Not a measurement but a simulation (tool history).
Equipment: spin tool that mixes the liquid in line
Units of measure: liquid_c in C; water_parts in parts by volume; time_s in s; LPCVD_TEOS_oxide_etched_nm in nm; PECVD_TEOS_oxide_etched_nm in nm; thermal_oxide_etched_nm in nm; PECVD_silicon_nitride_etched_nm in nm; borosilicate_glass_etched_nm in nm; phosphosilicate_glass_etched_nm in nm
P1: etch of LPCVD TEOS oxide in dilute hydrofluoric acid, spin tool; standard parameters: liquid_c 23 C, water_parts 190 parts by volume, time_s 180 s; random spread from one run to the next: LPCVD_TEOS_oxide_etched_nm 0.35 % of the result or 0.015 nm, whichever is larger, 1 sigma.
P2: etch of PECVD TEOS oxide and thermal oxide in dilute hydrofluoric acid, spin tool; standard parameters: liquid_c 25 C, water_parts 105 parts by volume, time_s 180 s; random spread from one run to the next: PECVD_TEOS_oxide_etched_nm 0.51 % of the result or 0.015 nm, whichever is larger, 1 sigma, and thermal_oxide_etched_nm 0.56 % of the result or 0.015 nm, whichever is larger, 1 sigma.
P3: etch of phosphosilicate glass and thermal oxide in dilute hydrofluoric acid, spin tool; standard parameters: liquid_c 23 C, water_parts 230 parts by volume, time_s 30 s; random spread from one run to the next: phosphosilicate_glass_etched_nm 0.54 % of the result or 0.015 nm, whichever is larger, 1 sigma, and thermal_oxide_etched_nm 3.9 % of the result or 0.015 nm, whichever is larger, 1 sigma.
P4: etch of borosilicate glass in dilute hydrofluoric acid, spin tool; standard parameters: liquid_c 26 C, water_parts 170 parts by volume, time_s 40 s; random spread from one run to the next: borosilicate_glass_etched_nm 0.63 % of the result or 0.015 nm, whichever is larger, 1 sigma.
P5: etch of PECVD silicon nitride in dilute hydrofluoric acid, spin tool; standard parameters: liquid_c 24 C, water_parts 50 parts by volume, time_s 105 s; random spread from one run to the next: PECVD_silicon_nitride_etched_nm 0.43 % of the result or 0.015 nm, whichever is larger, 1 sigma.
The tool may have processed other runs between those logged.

| run | hour | process | liquid_c | water_parts | time_s | hours since the thermometer was replaced | hours since the hydrofluoric acid flow meter was replaced | LPCVD_TEOS_oxide_etched_nm | PECVD_TEOS_oxide_etched_nm | thermal_oxide_etched_nm | PECVD_silicon_nitride_etched_nm | borosilicate_glass_etched_nm | phosphosilicate_glass_etched_nm |
|---|---|---|---|---|---|---|---|---|---|---|---|---|---|
| 1 | 7.2 | P1 | 23 | 190 | 180 | 208.7 | 403.6 | 14.652 |  |  |  |  |  |
| 2 | 17.1 | P2 | 25 | 105 | 265 | 218.6 | 413.5 |  | 40.615 | 11.954 |  |  |  |
| 3 | 23.4 | P1 | 23 | 190 | 180 | 224.9 | 419.8 | 14.651 |  |  |  |  |  |
| 4 | 33.1 | P2 | 20 | 105 | 180 | 234.6 | 429.5 |  | 22.421 | 6.5477 |  |  |  |
| 5 | 40.5 | P5 | 20 | 50 | 105 | 242 | 436.9 |  |  |  | 7.6107 |  |  |
| 6 | 50.7 | P4 | 26 | 170 | 40 | 252.2 | 447.1 |  |  |  |  | 5.1031 |  |
| 7 | 56.5 | P4 | 26 | 170 | 80 | 258 | 452.9 |  |  |  |  | 10.173 |  |
| 8 | 62.9 | P2 | 25 | 105 | 180 | 264.4 | 459.3 |  | 27.366 | 8.034 |  |  |  |
| 9 | 68.2 | P3 | 23 | 230 | 30 | 269.7 | 464.6 |  |  | 0.51476 |  |  | 16.48 |
| 10 | 73 | P1 | 23 | 190 | 180 | 274.5 | 469.4 | 14.64 |  |  |  |  |  |
| 11 | 77.8 | P1 | 17.5 | 55 | 180 | 279.3 | 474.2 | 46.842 |  |  |  |  |  |
| 12 | 86.9 | P1 | 31 | 270 | 180 | 288.4 | 483.3 | 12.501 |  |  |  |  |  |
|  | 96.2 | thermometer replaced |
| 13 | 96.3 | P1 | 23 | 190 | 340 | 0.2 | 492.7 | 27.535 |  |  |  |  |  |
| 14 | 101.2 | P5 | 24 | 50 | 105 | 5.1 | 497.6 |  |  |  | 10.011 |  |  |
| 15 | 108.8 | P1 | 23 | 190 | 180 | 12.7 | 505.2 | 14.651 |  |  |  |  |  |
| 16 | 118.5 | P4 | 26 | 295 | 40 | 22.4 | 514.9 |  |  |  |  | 2.5489 |  |
| 17 | 127.6 | P3 | 23 | 325 | 30 | 31.5 | 524 |  |  | 0.3058 |  |  | 10.607 |
| 18 | 136.6 | P2 | 25 | 150 | 180 | 40.5 | 533 |  | 18.066 | 5.3693 |  |  |  |
| 19 | 142.1 | P5 | 24 | 50 | 210 | 46 | 538.5 |  |  |  | 19.983 |  |  |
| 20 | 149.5 | P5 | 24 | 50 | 105 | 53.4 | 545.9 |  |  |  | 10.113 |  |  |
| 21 | 158 | P1 | 23 | 190 | 180 | 61.9 | 554.4 | 14.713 |  |  |  |  |  |
| 22 | 166.7 | P1 | 23 | 190 | 75 | 70.6 | 563.1 | 6.1117 |  |  |  |  |  |
| 23 | 174.1 | P1 | 23 | 345 | 180 | 78 | 570.5 | 6.9541 |  |  |  |  |  |
| 24 | 179.2 | P1 | 23 | 70 | 180 | 83.1 | 575.6 | 45.55 |  |  |  |  |  |
| 25 | 188.2 | P3 | 23 | 230 | 15 | 92.1 | 584.6 |  |  | 0.25944 |  |  | 8.1823 |
| 26 | 195.4 | P3 | 31.5 | 230 | 30 | 99.3 | 591.8 |  |  | 0.63013 |  |  | 22.067 |
| 27 | 201.5 | P4 | 31 | 170 | 40 | 105.4 | 597.9 |  |  |  |  | 6.034 |  |
| 28 | 209 | P1 | 28 | 190 | 180 | 112.9 | 605.4 | 17.7 |  |  |  |  |  |
| 29 | 214.7 | P5 | 24 | 90 | 105 | 118.6 | 611.1 |  |  |  | 5.6466 |  |  |
| 30 | 220 | P2 | 25 | 105 | 180 | 123.9 | 616.4 |  | 27.23 | 8.0803 |  |  |  |
| 31 | 230 | P1 | 23 | 190 | 180 | 133.9 | 626.4 | 14.713 |  |  |  |  |  |
| 32 | 237.3 | P1 | 17 | 190 | 180 | 141.2 | 633.7 | 11.625 |  |  |  |  |  |
| 33 | 242.9 | P1 | 23 | 190 | 180 | 146.8 | 639.3 | 14.651 |  |  |  |  |  |
| 34 | 252.9 | P1 | 23 | 190 | 180 | 156.8 | 649.3 | 15.328 |  |  |  |  |  |
| 35 | 258.9 | P1 | 23 | 190 | 180 | 162.8 | 655.3 | 15.596 |  |  |  |  |  |
| 36 | 265.7 | P1 | 23 | 190 | 180 | 169.6 | 662.1 | 15.774 |  |  |  |  |  |
| 37 | 276.2 | P1 | 23 | 190 | 180 | 180.1 | 672.6 | 15.804 |  |  |  |  |  |
| 38 | 282.6 | P1 | 23 | 190 | 180 | 186.5 | 679 | 15.949 |  |  |  |  |  |
| 39 | 290.4 | P1 | 23 | 190 | 180 | 194.3 | 686.8 | 16 |  |  |  |  |  |

P1 no longer gives what it gave before; its output has crept away from where it was. The following 2 causes, each at its listed size, fit the log equally well:
A: hydrofluoric acid flow above the setpoint (%) = 7.05
B: liquid hotter than its thermometer reads (K) = 2.2
At approximately hour 242.9, the process output began to creep.

Of the 4 check runs listed below, each run on one wafer and each result written as a question mark, which would let you distinguish the listed causes because they would give clearly different results?
| check 1 | 298.2 | P5 | 24 | 50 | 105 |  |  |  |  |  | ? |  |  |
| check 2 | 298.2 | P3 | 23 | 230 | 30 |  |  |  |  | ? |  |  | ? |
| check 3 | 298.2 | P4 | 26 | 170 | 40 |  |  |  |  |  |  | ? |  |
| check 4 | 298.2 | P2 | 25 | 105 | 180 |  |  |  | ? | ? |  |  |  |

How each check would come out, cause by cause:
| check | result | if A | if B |
|---|---|---|---|
| check 1 | PECVD_silicon_nitride_etched_nm | 10.755 | 11.657 |
| check 2 | thermal_oxide_etched_nm | 0.55312 | 0.55089 |
| check 2 | phosphosilicate_glass_etched_nm | 17.856 | 17.784 |
| check 3 | borosilicate_glass_etched_nm | 5.4918 | 5.4861 |
| check 4 | PECVD_TEOS_oxide_etched_nm | 29.562 | 29.812 |
| check 4 | thermal_oxide_etched_nm | 8.6946 | 8.7682 |
Smallest distance between any two causes, each pair judged by its most separating result, in per cent: check 1 8.06 %; check 2 0.4 %; check 3 0.1 %; check 4 0.84 %
Only check 1 tells the causes apart: in the others they would give nearly the same result.

The results of check 1 are: PECVD_silicon_nitride_etched_nm 11.763 nm. Based on these, which of the listed causes is it?

It was cause B: liquid hotter than its thermometer reads (K).
